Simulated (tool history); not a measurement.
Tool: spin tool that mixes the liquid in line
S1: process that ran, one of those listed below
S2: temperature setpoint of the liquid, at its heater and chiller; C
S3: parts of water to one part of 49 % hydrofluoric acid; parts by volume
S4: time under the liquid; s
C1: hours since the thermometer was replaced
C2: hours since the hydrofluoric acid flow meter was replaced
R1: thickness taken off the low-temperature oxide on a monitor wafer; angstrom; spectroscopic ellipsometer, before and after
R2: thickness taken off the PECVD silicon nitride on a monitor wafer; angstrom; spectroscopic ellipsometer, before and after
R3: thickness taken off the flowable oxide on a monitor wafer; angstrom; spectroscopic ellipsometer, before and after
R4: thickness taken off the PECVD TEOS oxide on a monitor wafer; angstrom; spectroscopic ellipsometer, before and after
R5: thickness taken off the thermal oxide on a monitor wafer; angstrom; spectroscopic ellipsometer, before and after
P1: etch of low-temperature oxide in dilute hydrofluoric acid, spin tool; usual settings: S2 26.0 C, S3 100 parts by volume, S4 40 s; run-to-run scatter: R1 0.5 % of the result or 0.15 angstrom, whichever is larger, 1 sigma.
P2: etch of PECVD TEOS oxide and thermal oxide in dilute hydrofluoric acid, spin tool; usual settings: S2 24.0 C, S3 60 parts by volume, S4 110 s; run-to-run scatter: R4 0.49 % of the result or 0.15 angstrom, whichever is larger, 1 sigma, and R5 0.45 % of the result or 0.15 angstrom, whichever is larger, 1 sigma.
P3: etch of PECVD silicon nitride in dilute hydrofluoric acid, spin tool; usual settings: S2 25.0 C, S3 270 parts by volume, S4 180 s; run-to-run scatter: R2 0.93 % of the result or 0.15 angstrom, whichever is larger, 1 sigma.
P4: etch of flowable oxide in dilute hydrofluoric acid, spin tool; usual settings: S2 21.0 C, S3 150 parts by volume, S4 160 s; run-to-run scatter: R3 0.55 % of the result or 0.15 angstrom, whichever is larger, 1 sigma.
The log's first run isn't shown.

| run | hour | S1 | S2 | S3 | S4 | C1 | C2 | R1 | R2 | R3 | R4 | R5 |
|---|---|---|---|---|---|---|---|---|---|---|---|---|
| 2 | 23.2 | P1 | 26.0 | 40 | 40 | 1793.8 | 542.7 | 173.090 |  |  |  |  |
| 3 | 35.7 | P1 | 17.5 | 100 | 40 | 1806.3 | 555.2 | 44.679 |  |  |  |  |
| 4 | 49.3 | P3 | 25.0 | 375 | 180 | 1819.9 | 568.8 |  | 18.374 |  |  |  |
| 5 | 62.1 | P4 | 17.0 | 150 | 160 | 1832.7 | 581.6 |  |  | 287.59 |  |  |
| 6 | 69.9 | P1 | 26.0 | 100 | 40 | 1840.5 | 589.4 | 64.006 |  |  |  |  |
| 7 | 79.4 | P1 | 26.0 | 100 | 40 | 1850.0 | 598.9 | 63.512 |  |  |  |  |
| 8 | 88.9 | P2 | 24.0 | 60 | 175 | 1859.5 | 608.4 |  |  |  | 673.82 | 145.140 |
|  | 97.0 | hydrofluoric acid flow meter replaced |
| 9 | 105.2 | P4 | 21.0 | 150 | 305 | 1875.8 | 8.3 |  |  | 650.03 |  |  |
| 10 | 113.1 | P1 | 20.5 | 100 | 70 | 1883.7 | 16.2 | 89.127 |  |  |  |  |
| 11 | 124.0 | P3 | 25.0 | 270 | 90 | 1894.6 | 27.1 |  | 12.670 |  |  |  |
| 12 | 140.2 | P1 | 26.0 | 100 | 40 | 1910.8 | 43.3 | 64.072 |  |  |  |  |
| 13 | 148.4 | P2 | 28.0 | 60 | 110 | 1919.0 | 51.5 |  |  |  | 500.91 | 106.710 |
| 14 | 165.0 | P4 | 21.0 | 25 | 160 | 1935.6 | 68.1 |  |  | 2332.30 |  |  |
| 15 | 175.0 | P2 | 24.0 | 60 | 110 | 1945.6 | 78.1 |  |  |  | 424.59 | 91.083 |
| 16 | 183.4 | P1 | 22.0 | 100 | 20 | 1954.0 | 86.5 | 27.187 |  |  |  |  |
| 17 | 197.0 | P3 | 25.0 | 270 | 180 | 1967.6 | 100.1 |  | 25.553 |  |  |  |
| 18 | 212.2 | P3 | 25.0 | 270 | 180 | 1982.8 | 115.3 |  | 25.688 |  |  |  |
| 19 | 227.1 | P1 | 26.0 | 145 | 40 | 1997.7 | 130.2 | 41.937 |  |  |  |  |
| 20 | 244.3 | P2 | 24.0 | 35 | 110 | 2014.9 | 147.4 |  |  |  | 751.39 | 161.990 |

Run 21 comes next. What will it give?
| 21 | 259.6 | P1 | 26.0 | 100 | 40 | 2030.2 | 162.7 | ? |  |  |  |  |

Run 21 gave R1 63.310 angstrom.
